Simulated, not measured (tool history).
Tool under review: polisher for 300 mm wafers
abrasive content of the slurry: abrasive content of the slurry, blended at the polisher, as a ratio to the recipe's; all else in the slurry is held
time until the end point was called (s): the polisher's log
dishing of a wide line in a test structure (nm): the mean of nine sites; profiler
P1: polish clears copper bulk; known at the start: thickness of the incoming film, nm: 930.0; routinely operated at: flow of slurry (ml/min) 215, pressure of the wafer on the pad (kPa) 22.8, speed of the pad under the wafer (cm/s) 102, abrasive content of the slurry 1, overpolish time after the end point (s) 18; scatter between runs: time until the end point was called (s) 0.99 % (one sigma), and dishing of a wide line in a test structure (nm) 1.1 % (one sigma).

run   hour  flow of slurry (ml/min)  pressure of the wafer on the pad (kPa)  speed of the pad under the wafer (cm/s)  abrasive content of the slurry  overpolish time after the end point (s)  time until the end point was called (s)  dishing of a wide line in a test structure (nm)
  1      4                      215                                    22.8                                      102                               1                                       18                                   85.015                                           83.831
  2    7.4                      280                                      11                                      102                               1                                       18                                   170.06                                           50.397
  3   11.9                      215                                    22.8                                      102                            0.75                                       18                                   91.558                                           82.657
  4     17                      215                                    22.8                                      102                             1.4                                       18                                   78.546                                           86.831
  5   20.3                      215                                    22.8                                      102                               1                                        9                                   85.881                                            55.39
  6   24.5                      215                                    22.8                                      102                               1                                       18                                   85.805                                           83.435
  7   30.5                      215                                    22.8                                      102                               1                                       18                                   86.895                                            84.51
      34.9  -- head pressure recalibrated
  8   36.8                      215                                    11.7                                      102                               1                                       18                                   164.69                                           53.159
      36.9  -- slurry blender recalibrated
  9   40.9                      215                                    22.8                                       48                               1                                       18                                   181.87                                           54.052
 10   45.3                      215                                    22.8                                      154                               1                                       18                                   57.928                                           99.041
 11   50.1                      215                                    35.9                                      102                               1                                       18                                   55.558                                           109.17
 12   53.8                      310                                    22.8                                      102                               1                                       18                                   83.145                                           86.428
 13   56.7                      130                                    22.8                                      102                               1                                       18                                   93.898                                           81.258
 14   60.1                      215                                    22.8                                      102                               1                                       31                                   85.802                                           101.73
 15   65.1                      215                                    22.8                                      102                               1                                       18                                   86.727                                           84.642
      69.1  -- worn pad replaced by a new one
 16   70.9                      215                                    22.8                                      102                               1                                       18                                    85.19                                            85.42
 17   74.7                      215                                    22.8                                      102                               1                                       18                                   86.787                                           84.959
 18   81.1                      215                                    22.8                                      102                               1                                       18                                   85.076                                            83.79
 19   86.2                      215                                    22.8                                      102                               1                                       18                                   88.701                                            82.53
 20   91.7                      215                                    22.8                                      102                               1                                       18                                   90.855                                           83.467
 21   97.7                      215                                    22.8                                      102                               1                                       18                                   91.571                                           82.504
 22  102.2                      215                                    22.8                                      102                               1                                       18                                   92.278                                            83.53
 23  106.2                      215                                    22.8                                      102                               1                                       18                                   91.831                                           81.751
     106.7  -- worn pad replaced by a new one
     107.9  -- head pressure recalibrated
 24  111.1                      215                                    22.8                                      102                               1                                       18                                   94.164                                           82.267

The next listed run, before its measurement:
 25  114.9                      215                                    22.8                                      102                               1                                       18                                        ?                                                ?

Run 25 yielded time until the end point was called (s) 90.522, dishing of a wide line in a test structure (nm) 80.954.
